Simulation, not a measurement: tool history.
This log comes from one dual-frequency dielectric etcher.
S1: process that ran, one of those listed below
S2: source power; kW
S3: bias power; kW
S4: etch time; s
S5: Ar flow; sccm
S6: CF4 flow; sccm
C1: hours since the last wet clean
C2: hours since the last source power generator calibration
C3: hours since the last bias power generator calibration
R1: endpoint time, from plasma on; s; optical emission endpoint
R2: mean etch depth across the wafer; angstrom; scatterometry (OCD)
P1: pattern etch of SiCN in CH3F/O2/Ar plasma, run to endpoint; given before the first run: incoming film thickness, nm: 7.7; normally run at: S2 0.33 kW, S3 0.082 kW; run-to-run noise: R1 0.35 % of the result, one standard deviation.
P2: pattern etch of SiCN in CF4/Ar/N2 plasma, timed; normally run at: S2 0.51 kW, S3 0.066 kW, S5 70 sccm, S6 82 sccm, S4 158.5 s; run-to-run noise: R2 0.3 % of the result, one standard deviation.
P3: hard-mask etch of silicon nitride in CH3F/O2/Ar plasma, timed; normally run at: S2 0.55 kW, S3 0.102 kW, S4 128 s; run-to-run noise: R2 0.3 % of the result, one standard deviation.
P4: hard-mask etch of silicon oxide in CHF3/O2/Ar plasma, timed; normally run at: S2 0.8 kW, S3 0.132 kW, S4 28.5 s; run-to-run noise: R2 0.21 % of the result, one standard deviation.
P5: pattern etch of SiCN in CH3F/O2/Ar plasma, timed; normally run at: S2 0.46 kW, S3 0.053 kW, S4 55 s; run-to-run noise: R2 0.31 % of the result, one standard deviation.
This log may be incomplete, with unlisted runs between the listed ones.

Run 1, hour 9.3: S1 P1, S2 0.33 kW, S3 0.082 kW; C1 265.1; C2 2055.1; C3 920.1. Result: R1 20.711 s.
Run 2, hour 13.8: S1 P3, S2 0.55 kW, S3 0.102 kW, S4 128 s; C1 269.6; C2 2059.6; C3 924.6. Result: R2 1097.6 angstrom.
Run 3, hour 19.7: S1 P3, S2 0.55 kW, S3 0.079 kW, S4 128 s; C1 275.5; C2 2065.5; C3 930.5. Result: R2 1007.6 angstrom.
Run 4, hour 28: S1 P4, S2 0.8 kW, S3 0.132 kW, S4 28.5 s; C1 283.8; C2 2073.8; C3 938.8. Result: R2 561.74 angstrom.
Run 5, hour 33.6: S1 P4, S2 1.12 kW, S3 0.132 kW, S4 28.5 s; C1 289.4; C2 2079.4; C3 944.4. Result: R2 640.44 angstrom.
Run 6, hour 39: S1 P4, S2 0.8 kW, S3 0.161 kW, S4 28.5 s; C1 294.8; C2 2084.8; C3 949.8. Result: R2 595.63 angstrom.
Run 7, hour 48.4: S1 P1, S2 0.42 kW, S3 0.067 kW; C1 304.2; C2 2094.2; C3 959.2. Result: R1 20.277 s.
Run 8, hour 56.2: S1 P1, S2 0.41 kW, S3 0.096 kW; C1 312; C2 2102; C3 967. Result: R1 18.056 s.
Run 9, hour 65: S1 P2, S2 0.51 kW, S3 0.066 kW, S4 158.5 s, S5 70 sccm, S6 82 sccm; C1 320.8; C2 2110.8; C3 975.8. Result: R2 1561.3 angstrom.
Run 10, hour 73.1: S1 P1, S2 0.33 kW, S3 0.082 kW; C1 328.9; C2 2118.9; C3 983.9. Result: R1 20.736 s.
Run 11, hour 81.7: S1 P1, S2 0.33 kW, S3 0.059 kW; C1 337.5; C2 2127.5; C3 992.5. Result: R1 23.377 s.
Run 12, hour 90.2: S1 P1, S2 0.33 kW, S3 0.082 kW; C1 346; C2 2136; C3 1001. Result: R1 20.705 s.
Run 13, hour 97.9: S1 P3, S2 0.44 kW, S3 0.102 kW, S4 128 s; C1 353.7; C2 2143.7; C3 1008.7. Result: R2 1013.7 angstrom.
Run 14, hour 106.7: S1 P4, S2 0.8 kW, S3 0.132 kW, S4 42.5 s; C1 362.5; C2 2152.5; C3 1017.5. Result: R2 837.28 angstrom.
Run 15, hour 113.2: S1 P5, S2 0.46 kW, S3 0.053 kW, S4 55 s; C1 369; C2 2159; C3 1024. Result: R2 192.33 angstrom.
Run 16, hour 122: S1 P2, S2 0.51 kW, S3 0.066 kW, S4 158.5 s, S5 93 sccm, S6 82 sccm; C1 377.8; C2 2167.8; C3 1032.8. Result: R2 1499.9 angstrom.
Run 17, hour 127.1: S1 P1, S2 0.33 kW, S3 0.11 kW; C1 382.9; C2 2172.9; C3 1037.9. Result: R1 18.515 s.
Run 18, hour 135: S1 P5, S2 0.46 kW, S3 0.053 kW, S4 72 s; C1 390.8; C2 2180.8; C3 1045.8. Result: R2 251.65 angstrom.
Run 19, hour 139.3: S1 P1, S2 0.33 kW, S3 0.082 kW; C1 395.1; C2 2185.1; C3 1050.1. Result: R1 20.496 s.
Run 20, hour 146.9: S1 P1, S2 0.25 kW, S3 0.108 kW; C1 402.7; C2 2192.7; C3 1057.7. Result: R1 20.774 s.
Run 21, hour 151.2: S1 P5, S2 0.6 kW, S3 0.053 kW, S4 55 s; C1 407; C2 2197; C3 1062. Result: R2 212.37 angstrom.
Run 22, hour 156: S1 P4, S2 0.8 kW, S3 0.132 kW, S4 28.5 s; C1 411.8; C2 2201.8; C3 1066.8. Result: R2 560.23 angstrom.
Run 23, hour 162.6: S1 P3, S2 0.55 kW, S3 0.102 kW, S4 168.5 s; C1 418.4; C2 2208.4; C3 1073.4. Result: R2 1445.4 angstrom.
Run 24, hour 167.4: S1 P1, S2 0.46 kW, S3 0.082 kW; C1 423.2; C2 2213.2; C3 1078.2. Result: R1 18.387 s.
Run 25, hour 172.8: S1 P1, S2 0.33 kW, S3 0.082 kW; C1 428.6; C2 2218.6; C3 1083.6. Result: R1 20.53 s.
Run 26, hour 180.5: S1 P1, S2 0.24 kW, S3 0.082 kW; C1 436.3; C2 2226.3; C3 1091.3. Result: R1 23.169 s.
Run 27, hour 188.5: S1 P2, S2 0.51 kW, S3 0.053 kW, S4 158.5 s, S5 70 sccm, S6 82 sccm; C1 444.3; C2 2234.3; C3 1099.3. Result: R2 1461.8 angstrom.
Run 28, hour 194.1: S1 P2, S2 0.51 kW, S3 0.066 kW, S4 158.5 s, S5 70 sccm, S6 57 sccm; C1 449.9; C2 2239.9; C3 1104.9. Result: R2 1480.8 angstrom.
Run 29, hour 200.6: S1 P5, S2 0.46 kW, S3 0.066 kW, S4 55 s; C1 456.4; C2 2246.4; C3 1111.4. Result: R2 207.12 angstrom.
Run 30, hour 208.5: S1 P2, S2 0.68 kW, S3 0.066 kW, S4 158.5 s, S5 70 sccm, S6 82 sccm; C1 464.3; C2 2254.3; C3 1119.3. Result: R2 2017.1 angstrom.
Run 31, hour 217.6: S1 P2, S2 0.51 kW, S3 0.066 kW, S4 114.5 s, S5 70 sccm, S6 82 sccm; C1 473.4; C2 2263.4; C3 1128.4. Result: R2 1126.5 angstrom.
Run 32, hour 223.9: S1 P2, S2 0.51 kW, S3 0.066 kW, S4 158.5 s, S5 70 sccm, S6 82 sccm; C1 479.7; C2 2269.7; C3 1134.7. Result: R2 1557.5 angstrom.
Run 33, hour 230.3: S1 P1, S2 0.33 kW, S3 0.082 kW; C1 486.1; C2 2276.1; C3 1141.1. Result: R1 20.677 s.
Run 34, hour 237.9: S1 P1, S2 0.33 kW, S3 0.082 kW; C1 493.7; C2 2283.7; C3 1148.7. Result: R1 20.602 s.
Run 35, hour 246.7: S1 P1, S2 0.33 kW, S3 0.082 kW; C1 502.5; C2 2292.5; C3 1157.5. Result: R1 20.36 s.
Run 36, hour 250.9: S1 P1, S2 0.33 kW, S3 0.082 kW; C1 506.7; C2 2296.7; C3 1161.7. Result: R1 20.402 s.
Run 37, hour 256.6: S1 P1, S2 0.33 kW, S3 0.082 kW; C1 512.4; C2 2302.4; C3 1167.4. Result: R1 20.451 s.
Run 38, hour 260.7: S1 P1, S2 0.33 kW, S3 0.082 kW; C1 516.5; C2 2306.5; C3 1171.5. Result: R1 20.387 s.
Run 39, hour 269.8: S1 P1, S2 0.33 kW, S3 0.082 kW; C1 525.6; C2 2315.6; C3 1180.6. Result: R1 20.388 s.
Run 40, hour 274.1: S1 P1, S2 0.33 kW, S3 0.082 kW; C1 529.9; C2 2319.9; C3 1184.9. Result: R1 20.454 s.
Run 41, hour 281.4: S1 P1, S2 0.33 kW, S3 0.082 kW; C1 537.2; C2 2327.2; C3 1192.2. Result: R1 20.362 s.
At hour 281.9: wet clean of the chamber.
Run 42, hour 287.9: S1 P1, S2 0.33 kW, S3 0.082 kW; C1 6.1; C2 2333.7; C3 1198.7. Result: R1 20.23 s.
Run 43, hour 296.3: S1 P1, S2 0.33 kW, S3 0.082 kW; C1 14.5; C2 2342.1; C3 1207.1. Result: R1 20.318 s.
Run 44, hour 303: S1 P1, S2 0.33 kW, S3 0.082 kW; C1 21.2; C2 2348.8; C3 1213.8. Result: R1 20.294 s.

P1 has crept away from where it was. The log is fitted equally well by each of these 2 causes, at the sizes shown:
A: bias power that arrives over what is set, % = 4.82
B: source power that arrives over what is set, % = 4.79
Onset of the creep was near hour 230.3.
Every other cause this tool's parts could produce, and why it does not fit the log:
chamber walls in a state that raises the etch rate, %: serviced at hour 281.9, which brought nothing back

Of the 4 check runs listed below, each run on one wafer and each result written as a question mark, which would let you distinguish the listed causes because they would give clearly different results?
Run check 1, hour 309.7: S1 P2, S2 0.51 kW, S3 0.066 kW, S4 123 s, S5 91 sccm, S6 82 sccm. Result: R2 ?.
Run check 2, hour 309.7: S1 P3, S2 0.55 kW, S3 0.084 kW, S4 128 s. Result: R2 ?.
Run check 3, hour 309.7: S1 P4, S2 0.94 kW, S3 0.132 kW, S4 41.5 s. Result: R2 ?.
Run check 4, hour 309.7: S1 P5, S2 0.6 kW, S3 0.053 kW, S4 55 s. Result: R2 ?.

How each check would come out, cause by cause:
  check  result    if A    if B
check 1      R2  1186.7  1218.1
check 2      R2  1045.5  1046.9
check 3      R2  883.42  887.05
check 4      R2  216.26  216.95
Separation of the two closest causes in each check, using whichever result separates them best: check 1 2.61 %; check 2 0.13 %; check 3 0.41 %; check 4 0.32 %
Check 1 is the one run that separates the causes; every other check would come out nearly the same whichever cause is at work.

Running check 1 produced the following: R2 1213.5 angstrom. Which one of the listed causes fits?

Of the candidate causes, it is B: source power that arrives over what is set, %.
